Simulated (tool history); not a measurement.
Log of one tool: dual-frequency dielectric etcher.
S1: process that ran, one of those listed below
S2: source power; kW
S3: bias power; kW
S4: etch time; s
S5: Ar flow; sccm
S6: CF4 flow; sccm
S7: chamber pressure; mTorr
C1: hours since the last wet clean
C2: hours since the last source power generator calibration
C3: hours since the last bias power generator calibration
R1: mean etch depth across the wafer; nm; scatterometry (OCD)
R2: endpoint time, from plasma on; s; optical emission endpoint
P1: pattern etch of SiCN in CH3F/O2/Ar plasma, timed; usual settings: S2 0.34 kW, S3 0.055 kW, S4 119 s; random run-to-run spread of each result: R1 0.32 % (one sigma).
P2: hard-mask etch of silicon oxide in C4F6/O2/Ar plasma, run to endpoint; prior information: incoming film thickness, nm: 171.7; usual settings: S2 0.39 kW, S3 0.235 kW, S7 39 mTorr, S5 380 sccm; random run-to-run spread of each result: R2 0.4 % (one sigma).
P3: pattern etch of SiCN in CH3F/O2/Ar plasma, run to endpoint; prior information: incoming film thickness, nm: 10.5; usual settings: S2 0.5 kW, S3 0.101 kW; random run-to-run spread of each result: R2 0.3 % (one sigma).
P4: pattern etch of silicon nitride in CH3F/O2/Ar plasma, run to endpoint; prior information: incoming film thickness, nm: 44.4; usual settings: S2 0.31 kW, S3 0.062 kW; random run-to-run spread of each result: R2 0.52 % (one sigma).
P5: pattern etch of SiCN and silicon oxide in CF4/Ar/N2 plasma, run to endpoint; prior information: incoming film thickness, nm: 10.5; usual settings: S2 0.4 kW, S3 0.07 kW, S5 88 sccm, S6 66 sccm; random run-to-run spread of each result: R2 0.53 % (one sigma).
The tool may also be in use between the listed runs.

run   hour  S1    S2     S3     S4   S5  S6    S7     C1      C2      C3      R1      R2
  1    6.1  P1  0.34  0.055    119                 292.6  1102.9    1346   38.97
  2   14.8  P1  0.25  0.055    119                 301.3  1111.6  1354.7  34.755
  3   25.2  P1  0.34  0.066    119                 311.7    1122  1365.1   42.04
  4   34.8  P4  0.31  0.062                        321.3  1131.6  1374.7          74.199
  5   44.3  P1  0.34  0.055    119                 330.8  1141.1  1384.2  39.232
  6   51.9  P5   0.4   0.07          88  66        338.4  1148.7  1391.8          13.771
  7   59.5  P4  0.31  0.037                          346  1156.3  1399.4          87.168
  8   66.2  P2  0.39  0.235         380      55.5  352.7    1163  1406.1          54.215
  9   76.9  P2  0.39  0.235         292        39  363.4  1173.7  1416.8          50.351
 10   84.7  P3  0.37  0.101                        371.2  1181.5  1424.6          25.639
 11   92.5  P4  0.31  0.062                          379  1189.3  1432.4          74.169
 12  100.4  P1  0.34  0.034    119                 386.9  1197.2  1440.3  33.611
 13  109.4  P5   0.4   0.07          54  66        395.9  1206.2  1449.3          12.758
 14    120  P1  0.41  0.076    119                 406.5  1216.8  1459.9  47.179
 15  129.8  P1  0.34  0.055  160.5                 416.3  1226.6  1469.7  52.658
 16  135.7  P1  0.34  0.055   70.5                 422.2  1232.5  1475.6  23.259
 17  145.5  P1  0.34  0.055    119                   432  1242.3  1485.4  39.034
 18  153.1  P1  0.34  0.055    119                 439.6  1249.9    1493  39.401
 19  163.3  P4  0.37  0.062                        449.8  1260.1  1503.2          69.081
     173.9  -- bias power generator calibrated
 20  174.5  P1  0.34  0.055    119                   461  1271.3     0.6  39.203
 21  180.4  P3   0.5   0.14                        466.9  1277.2     6.5          20.311
 22  191.5  P5   0.4  0.044          88  66          478  1288.3    17.6          15.753
 23  199.8  P2  0.39   0.33         380        39  486.3  1296.6    25.9          46.187
 24  206.2  P2  0.53  0.235         380        39  492.7    1303    32.3          46.289
 25  217.9  P5   0.4   0.07          88  66        504.4  1314.7      44          13.788
 26  227.1  P5  0.51   0.07          88  66        513.6  1323.9    53.2          11.057
 27  238.3  P1  0.46  0.055    119                 524.8  1335.1    64.4  43.955
 28  244.7  P3   0.5  0.101                        531.2  1341.5    70.8          23.085
 29  255.4  P2  0.39  0.235         380        39  541.9  1352.2    81.5           52.26
 30  265.7  P5   0.4   0.07          88  81        552.2  1362.5    91.8          13.442

Run 31 is up next; what results do you expect?
 31  277.5  P1  0.34  0.055  119              564  1374.3  103.6   ?

R1: 39.401 nm
